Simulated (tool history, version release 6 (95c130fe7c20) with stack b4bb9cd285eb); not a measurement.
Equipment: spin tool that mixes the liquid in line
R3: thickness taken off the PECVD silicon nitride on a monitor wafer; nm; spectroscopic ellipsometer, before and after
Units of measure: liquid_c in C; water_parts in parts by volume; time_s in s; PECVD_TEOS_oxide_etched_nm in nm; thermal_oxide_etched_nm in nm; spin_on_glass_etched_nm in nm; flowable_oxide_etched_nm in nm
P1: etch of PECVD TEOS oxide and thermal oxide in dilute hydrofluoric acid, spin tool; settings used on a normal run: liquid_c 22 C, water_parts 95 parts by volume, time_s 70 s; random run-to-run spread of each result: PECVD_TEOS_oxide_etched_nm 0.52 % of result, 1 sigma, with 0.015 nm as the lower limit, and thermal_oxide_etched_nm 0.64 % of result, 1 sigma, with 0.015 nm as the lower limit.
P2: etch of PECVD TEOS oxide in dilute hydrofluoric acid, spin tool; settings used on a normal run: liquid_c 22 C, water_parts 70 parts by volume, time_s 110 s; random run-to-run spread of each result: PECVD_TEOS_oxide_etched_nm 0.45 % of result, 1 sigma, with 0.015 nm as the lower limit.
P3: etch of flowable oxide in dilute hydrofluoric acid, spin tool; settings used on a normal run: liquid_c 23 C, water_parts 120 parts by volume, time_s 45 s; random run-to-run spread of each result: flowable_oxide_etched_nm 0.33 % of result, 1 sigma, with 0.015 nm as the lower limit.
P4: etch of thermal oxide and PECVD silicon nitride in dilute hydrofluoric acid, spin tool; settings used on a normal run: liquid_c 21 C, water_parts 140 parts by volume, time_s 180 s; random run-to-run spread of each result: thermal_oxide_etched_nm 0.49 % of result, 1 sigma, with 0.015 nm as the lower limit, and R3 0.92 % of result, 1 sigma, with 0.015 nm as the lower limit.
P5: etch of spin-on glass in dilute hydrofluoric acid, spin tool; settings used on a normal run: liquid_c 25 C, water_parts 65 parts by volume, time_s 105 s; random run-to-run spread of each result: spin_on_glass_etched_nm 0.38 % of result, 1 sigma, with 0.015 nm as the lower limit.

{"run": 1, "hour": 7.0, "process": "P1", "liquid_c": 22, "water_parts": 95, "time_s": 70, "PECVD_TEOS_oxide_etched_nm": 5.7654, "thermal_oxide_etched_nm": 3.3576}
{"run": 2, "hour": 17.0, "process": "P2", "liquid_c": 22, "water_parts": 70, "time_s": 110, "PECVD_TEOS_oxide_etched_nm": 17.126}
{"run": 3, "hour": 26.9, "process": "P4", "liquid_c": 21, "water_parts": 140, "time_s": 100, "thermal_oxide_etched_nm": 2.7997, "R3": 1.3727}
{"run": 4, "hour": 33.8, "process": "P1", "liquid_c": 22, "water_parts": 150, "time_s": 120, "PECVD_TEOS_oxide_etched_nm": 5.9256, "thermal_oxide_etched_nm": 3.3787}
{"run": 5, "hour": 45.6, "process": "P5", "liquid_c": 18.5, "water_parts": 65, "time_s": 105, "spin_on_glass_etched_nm": 35.932}
{"run": 6, "hour": 58.1, "process": "P1", "liquid_c": 22, "water_parts": 95, "time_s": 70, "PECVD_TEOS_oxide_etched_nm": 5.8354, "thermal_oxide_etched_nm": 3.307}
{"run": 7, "hour": 65.3, "process": "P3", "liquid_c": 23, "water_parts": 120, "time_s": 45, "flowable_oxide_etched_nm": 15.251}
{"run": 8, "hour": 74.2, "process": "P1", "liquid_c": 26.5, "water_parts": 135, "time_s": 70, "PECVD_TEOS_oxide_etched_nm": 4.6193, "thermal_oxide_etched_nm": 2.6751}
{"run": 9, "hour": 84.6, "process": "P1", "liquid_c": 22, "water_parts": 55, "time_s": 70, "PECVD_TEOS_oxide_etched_nm": 10.551, "thermal_oxide_etched_nm": 5.9896}
{"run": 10, "hour": 92.5, "process": "P1", "liquid_c": 22, "water_parts": 95, "time_s": 70, "PECVD_TEOS_oxide_etched_nm": 5.8099, "thermal_oxide_etched_nm": 3.3122}
{"run": 11, "hour": 98.3, "process": "P1", "liquid_c": 22, "water_parts": 95, "time_s": 40, "PECVD_TEOS_oxide_etched_nm": 3.3266, "thermal_oxide_etched_nm": 1.9158}
{"run": 12, "hour": 104.6, "process": "P5", "liquid_c": 25, "water_parts": 35, "time_s": 105, "spin_on_glass_etched_nm": 90.732}
{"run": 13, "hour": 114.7, "process": "P1", "liquid_c": 27, "water_parts": 95, "time_s": 70, "PECVD_TEOS_oxide_etched_nm": 7.0906, "thermal_oxide_etched_nm": 4.0954}
{"run": 14, "hour": 122.5, "process": "P2", "liquid_c": 22, "water_parts": 70, "time_s": 25, "PECVD_TEOS_oxide_etched_nm": 3.8959}
{"run": 15, "hour": 131.3, "process": "P2", "liquid_c": 22, "water_parts": 20, "time_s": 110, "PECVD_TEOS_oxide_etched_nm": 63.91}
{"run": 16, "hour": 137.3, "process": "P2", "liquid_c": 17, "water_parts": 70, "time_s": 110, "PECVD_TEOS_oxide_etched_nm": 13.926}
{"run": 17, "hour": 149.8, "process": "P4", "liquid_c": 17, "water_parts": 140, "time_s": 180, "thermal_oxide_etched_nm": 4.2749, "R3": 1.8288}
{"run": 18, "hour": 160.1, "process": "P3", "liquid_c": 27.5, "water_parts": 120, "time_s": 45, "flowable_oxide_etched_nm": 18.359}
{"run": 19, "hour": 165.9, "process": "P2", "liquid_c": 22, "water_parts": 70, "time_s": 110, "PECVD_TEOS_oxide_etched_nm": 17.207}

Run 20 has not been measured yet. What should we expect?
{"run": 20, "hour": 177.8, "process": "P1", "liquid_c": 22, "water_parts": 170, "time_s": 70, "PECVD_TEOS_oxide_etched_nm": "?", "thermal_oxide_etched_nm": "?"}

PECVD_TEOS_oxide_etched_nm: 2.9813 nm
thermal_oxide_etched_nm: 1.6886 nm
